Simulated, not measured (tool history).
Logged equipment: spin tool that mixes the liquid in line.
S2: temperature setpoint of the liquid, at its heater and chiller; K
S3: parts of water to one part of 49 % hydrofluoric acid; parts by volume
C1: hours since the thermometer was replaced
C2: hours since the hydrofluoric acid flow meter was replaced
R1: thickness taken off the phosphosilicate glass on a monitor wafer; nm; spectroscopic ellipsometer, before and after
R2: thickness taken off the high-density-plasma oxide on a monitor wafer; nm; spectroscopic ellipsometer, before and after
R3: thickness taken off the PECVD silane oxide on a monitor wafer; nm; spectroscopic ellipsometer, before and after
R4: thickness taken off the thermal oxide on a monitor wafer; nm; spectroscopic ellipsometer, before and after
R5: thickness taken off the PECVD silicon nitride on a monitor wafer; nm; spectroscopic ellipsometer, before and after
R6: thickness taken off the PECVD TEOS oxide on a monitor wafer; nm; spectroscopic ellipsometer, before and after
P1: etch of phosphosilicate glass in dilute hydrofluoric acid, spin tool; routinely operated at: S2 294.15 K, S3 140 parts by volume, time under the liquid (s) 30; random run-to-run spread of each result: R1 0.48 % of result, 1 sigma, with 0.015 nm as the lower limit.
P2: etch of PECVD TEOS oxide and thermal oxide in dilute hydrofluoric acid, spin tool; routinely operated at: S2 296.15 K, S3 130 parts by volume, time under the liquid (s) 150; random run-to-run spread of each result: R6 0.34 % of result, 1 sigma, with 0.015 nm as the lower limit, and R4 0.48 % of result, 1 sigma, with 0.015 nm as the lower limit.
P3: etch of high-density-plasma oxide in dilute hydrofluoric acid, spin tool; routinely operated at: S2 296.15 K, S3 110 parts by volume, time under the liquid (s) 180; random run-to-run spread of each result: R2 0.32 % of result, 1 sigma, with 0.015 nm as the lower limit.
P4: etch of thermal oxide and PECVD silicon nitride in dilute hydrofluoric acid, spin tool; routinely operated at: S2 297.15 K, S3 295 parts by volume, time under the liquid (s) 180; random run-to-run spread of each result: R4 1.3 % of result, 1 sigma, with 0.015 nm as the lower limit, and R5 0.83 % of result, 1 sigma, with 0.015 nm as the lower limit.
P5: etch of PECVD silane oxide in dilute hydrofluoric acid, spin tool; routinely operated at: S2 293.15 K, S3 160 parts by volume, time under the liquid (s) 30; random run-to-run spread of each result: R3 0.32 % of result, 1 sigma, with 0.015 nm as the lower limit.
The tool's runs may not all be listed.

{"run": 1, "hour": 13.4, "process that ran": "P1", "S2": 294.15, "S3": 140, "time under the liquid (s)": 30, "C1": 454.4, "C2": 584, "R1": 24.151}
{"run": 2, "hour": 20.6, "process that ran": "P1", "S2": 294.15, "S3": 140, "time under the liquid (s)": 15, "C1": 461.6, "C2": 591.2, "R1": 12.046}
{"run": 3, "hour": 30.7, "process that ran": "P3", "S2": 291.15, "S3": 110, "time under the liquid (s)": 180, "C1": 471.7, "C2": 601.3, "R2": 11.733}
{"run": 4, "hour": 42.4, "process that ran": "P1", "S2": 294.15, "S3": 140, "time under the liquid (s)": 30, "C1": 483.4, "C2": 613, "R1": 24.143}
{"run": 5, "hour": 51.8, "process that ran": "P1", "S2": 294.15, "S3": 90, "time under the liquid (s)": 15, "C1": 492.8, "C2": 622.4, "R1": 19.663}
{"run": 6, "hour": 59.5, "process that ran": "P1", "S2": 294.15, "S3": 240, "time under the liquid (s)": 30, "C1": 500.5, "C2": 630.1, "R1": 12.619}
{"hour": 60.6, "done": "hydrofluoric acid flow meter replaced"}
{"run": 7, "hour": 72.1, "process that ran": "P1", "S2": 294.15, "S3": 55, "time under the liquid (s)": 30, "C1": 513.1, "C2": 11.5, "R1": 67.709}
{"run": 8, "hour": 78.9, "process that ran": "P5", "S2": 293.15, "S3": 160, "time under the liquid (s)": 45, "C1": 519.9, "C2": 18.3, "R3": 11.192}
{"run": 9, "hour": 87.5, "process that ran": "P1", "S2": 294.15, "S3": 140, "time under the liquid (s)": 30, "C1": 528.5, "C2": 26.9, "R1": 24.059}
{"run": 10, "hour": 100.1, "process that ran": "P1", "S2": 300.15, "S3": 140, "time under the liquid (s)": 30, "C1": 541.1, "C2": 39.5, "R1": 30.504}
{"run": 11, "hour": 109.7, "process that ran": "P1", "S2": 294.15, "S3": 140, "time under the liquid (s)": 30, "C1": 550.7, "C2": 49.1, "R1": 24.247}
{"run": 12, "hour": 118.0, "process that ran": "P4", "S2": 293.15, "S3": 295, "time under the liquid (s)": 180, "C1": 559, "C2": 57.4, "R4": 1.9507, "R5": 2.5703}
{"run": 13, "hour": 127.4, "process that ran": "P1", "S2": 294.15, "S3": 95, "time under the liquid (s)": 15, "C1": 568.4, "C2": 66.8, "R1": 18.773}
{"run": 14, "hour": 134.1, "process that ran": "P4", "S2": 297.15, "S3": 295, "time under the liquid (s)": 80, "C1": 575.1, "C2": 73.5, "R4": 0.97438, "R5": 1.4344}
{"run": 15, "hour": 140.3, "process that ran": "P4", "S2": 297.15, "S3": 295, "time under the liquid (s)": 180, "C1": 581.3, "C2": 79.7, "R4": 2.208, "R5": 3.2705}
{"run": 16, "hour": 148.7, "process that ran": "P5", "S2": 297.65, "S3": 160, "time under the liquid (s)": 30, "C1": 589.7, "C2": 88.1, "R3": 8.8396}
{"run": 17, "hour": 156.4, "process that ran": "P5", "S2": 293.15, "S3": 160, "time under the liquid (s)": 30, "C1": 597.4, "C2": 95.8, "R3": 7.4088}
{"run": 18, "hour": 163.0, "process that ran": "P1", "S2": 290.15, "S3": 140, "time under the liquid (s)": 30, "C1": 604, "C2": 102.4, "R1": 20.555}
{"run": 19, "hour": 174.3, "process that ran": "P2", "S2": 296.15, "S3": 80, "time under the liquid (s)": 150, "C1": 615.3, "C2": 113.7, "R4": 9.2508, "R6": 19.466}
{"run": 20, "hour": 187.8, "process that ran": "P3", "S2": 296.15, "S3": 55, "time under the liquid (s)": 180, "C1": 628.8, "C2": 127.2, "R2": 30.762}
{"run": 21, "hour": 201.4, "process that ran": "P1", "S2": 300.65, "S3": 140, "time under the liquid (s)": 15, "C1": 642.4, "C2": 140.8, "R1": 15.471}
{"run": 22, "hour": 208.1, "process that ran": "P2", "S2": 296.15, "S3": 130, "time under the liquid (s)": 150, "C1": 649.1, "C2": 147.5, "R4": 5.3949, "R6": 11.21}
{"run": 23, "hour": 215.8, "process that ran": "P2", "S2": 296.15, "S3": 130, "time under the liquid (s)": 20, "C1": 656.8, "C2": 155.2, "R4": 0.71092, "R6": 1.5118}
{"run": 24, "hour": 227.6, "process that ran": "P2", "S2": 296.15, "S3": 130, "time under the liquid (s)": 150, "C1": 668.6, "C2": 167, "R4": 5.3784, "R6": 11.307}
{"run": 25, "hour": 238.9, "process that ran": "P4", "S2": 297.15, "S3": 435, "time under the liquid (s)": 180, "C1": 679.9, "C2": 178.3, "R4": 1.343, "R5": 2.2396}
{"run": 26, "hour": 250.5, "process that ran": "P4", "S2": 297.15, "S3": 295, "time under the liquid (s)": 180, "C1": 691.5, "C2": 189.9, "R4": 2.2027, "R5": 3.3002}
{"run": 27, "hour": 260.1, "process that ran": "P1", "S2": 294.15, "S3": 140, "time under the liquid (s)": 30, "C1": 701.1, "C2": 199.5, "R1": 24.235}
{"run": 28, "hour": 266.8, "process that ran": "P5", "S2": 293.15, "S3": 30, "time under the liquid (s)": 30, "C1": 707.8, "C2": 206.2, "R3": 46.068}
{"run": 29, "hour": 275.4, "process that ran": "P3", "S2": 296.15, "S3": 110, "time under the liquid (s)": 180, "C1": 716.4, "C2": 214.8, "R2": 14.444}
{"run": 30, "hour": 284.0, "process that ran": "P3", "S2": 296.15, "S3": 110, "time under the liquid (s)": 15, "C1": 725, "C2": 223.4, "R2": 1.1867}
{"run": 31, "hour": 293.2, "process that ran": "P5", "S2": 293.15, "S3": 160, "time under the liquid (s)": 30, "C1": 734.2, "C2": 232.6, "R3": 7.4756}
{"run": 32, "hour": 300.5, "process that ran": "P2", "S2": 301.65, "S3": 130, "time under the liquid (s)": 150, "C1": 741.5, "C2": 239.9, "R4": 6.5675, "R6": 13.973}
{"run": 33, "hour": 307.7, "process that ran": "P1", "S2": 294.15, "S3": 140, "time under the liquid (s)": 50, "C1": 748.7, "C2": 247.1, "R1": 40.243}
{"run": 34, "hour": 314.6, "process that ran": "P1", "S2": 294.15, "S3": 140, "time under the liquid (s)": 30, "C1": 755.6, "C2": 254, "R1": 24.054}
{"run": 35, "hour": 328.1, "process that ran": "P1", "S2": 294.15, "S3": 140, "time under the liquid (s)": 30, "C1": 769.1, "C2": 267.5, "R1": 25.123}
{"run": 36, "hour": 337.5, "process that ran": "P1", "S2": 294.15, "S3": 140, "time under the liquid (s)": 30, "C1": 778.5, "C2": 276.9, "R1": 25.565}
{"run": 37, "hour": 344.5, "process that ran": "P1", "S2": 294.15, "S3": 140, "time under the liquid (s)": 30, "C1": 785.5, "C2": 283.9, "R1": 25.619}
{"run": 38, "hour": 351.4, "process that ran": "P1", "S2": 294.15, "S3": 140, "time under the liquid (s)": 30, "C1": 792.4, "C2": 290.8, "R1": 26.033}
{"run": 39, "hour": 364.5, "process that ran": "P1", "S2": 294.15, "S3": 140, "time under the liquid (s)": 30, "C1": 805.5, "C2": 303.9, "R1": 26.216}
{"run": 40, "hour": 375.9, "process that ran": "P1", "S2": 294.15, "S3": 140, "time under the liquid (s)": 30, "C1": 816.9, "C2": 315.3, "R1": 26.514}
{"run": 41, "hour": 382.5, "process that ran": "P1", "S2": 294.15, "S3": 140, "time under the liquid (s)": 30, "C1": 823.5, "C2": 321.9, "R1": 26.291}
{"run": 42, "hour": 396.5, "process that ran": "P1", "S2": 294.15, "S3": 140, "time under the liquid (s)": 30, "C1": 837.5, "C2": 335.9, "R1": 26.36}
{"run": 43, "hour": 405.9, "process that ran": "P1", "S2": 294.15, "S3": 140, "time under the liquid (s)": 30, "C1": 846.9, "C2": 345.3, "R1": 26.318}
{"run": 44, "hour": 413.0, "process that ran": "P1", "S2": 294.15, "S3": 140, "time under the liquid (s)": 30, "C1": 854, "C2": 352.4, "R1": 26.434}

P1 no longer gives what it gave before; its output has crept away from where it was. The following 2 causes, each at its listed size, fit the log equally well:
A: hydrofluoric acid flow above the setpoint (%) = 8.62
B: liquid hotter than its thermometer reads (K) = 2.42
Creep in the process output first set in at about hour 314.6.

4 check runs are offered, each on 2 wafers whose results are averaged, their results left as question marks. Which one tells the causes apart?
{"run": "check 1", "hour": 420.1, "process that ran": "P5", "S2": 293.15, "S3": 160, "time under the liquid (s)": 30, "R3": "?"}
{"run": "check 2", "hour": 420.1, "process that ran": "P2", "S2": 296.15, "S3": 130, "time under the liquid (s)": 150, "R4": "?", "R6": "?"}
{"run": "check 3", "hour": 420.1, "process that ran": "P3", "S2": 296.15, "S3": 110, "time under the liquid (s)": 180, "R2": "?"}
{"run": "check 4", "hour": 420.1, "process that ran": "P4", "S2": 297.15, "S3": 295, "time under the liquid (s)": 180, "R4": "?", "R5": "?"}

What every check run would give for each of its results, assuming each possible cause in turn:
check=check_1 result=R3 if_A=8.1998 if_B=8.1891
check=check_2 result=R4 if_A=5.8686 if_B=5.8627
check=check_2 result=R6 if_A=12.418 if_B=12.405
check=check_3 result=R2 if_A=15.807 if_B=15.838
check=check_4 result=R4 if_A=2.4479 if_B=2.3928
check=check_4 result=R5 if_A=3.5545 if_B=3.7903
Gap, in per cent, between the two causes that each check separates least, read from the result that separates them most: check 1 0.13 %; check 2 0.1 %; check 3 0.19 %; check 4 6.42 %
Only in check 4 would the causes give clearly different results; in the remaining checks their results would be nearly the same.

After running check 4, the following was obtained: R4 2.4325 nm; R5 3.5622 nm. Which cause does this point to?

Of the candidate causes, it is A: hydrofluoric acid flow above the setpoint (%).
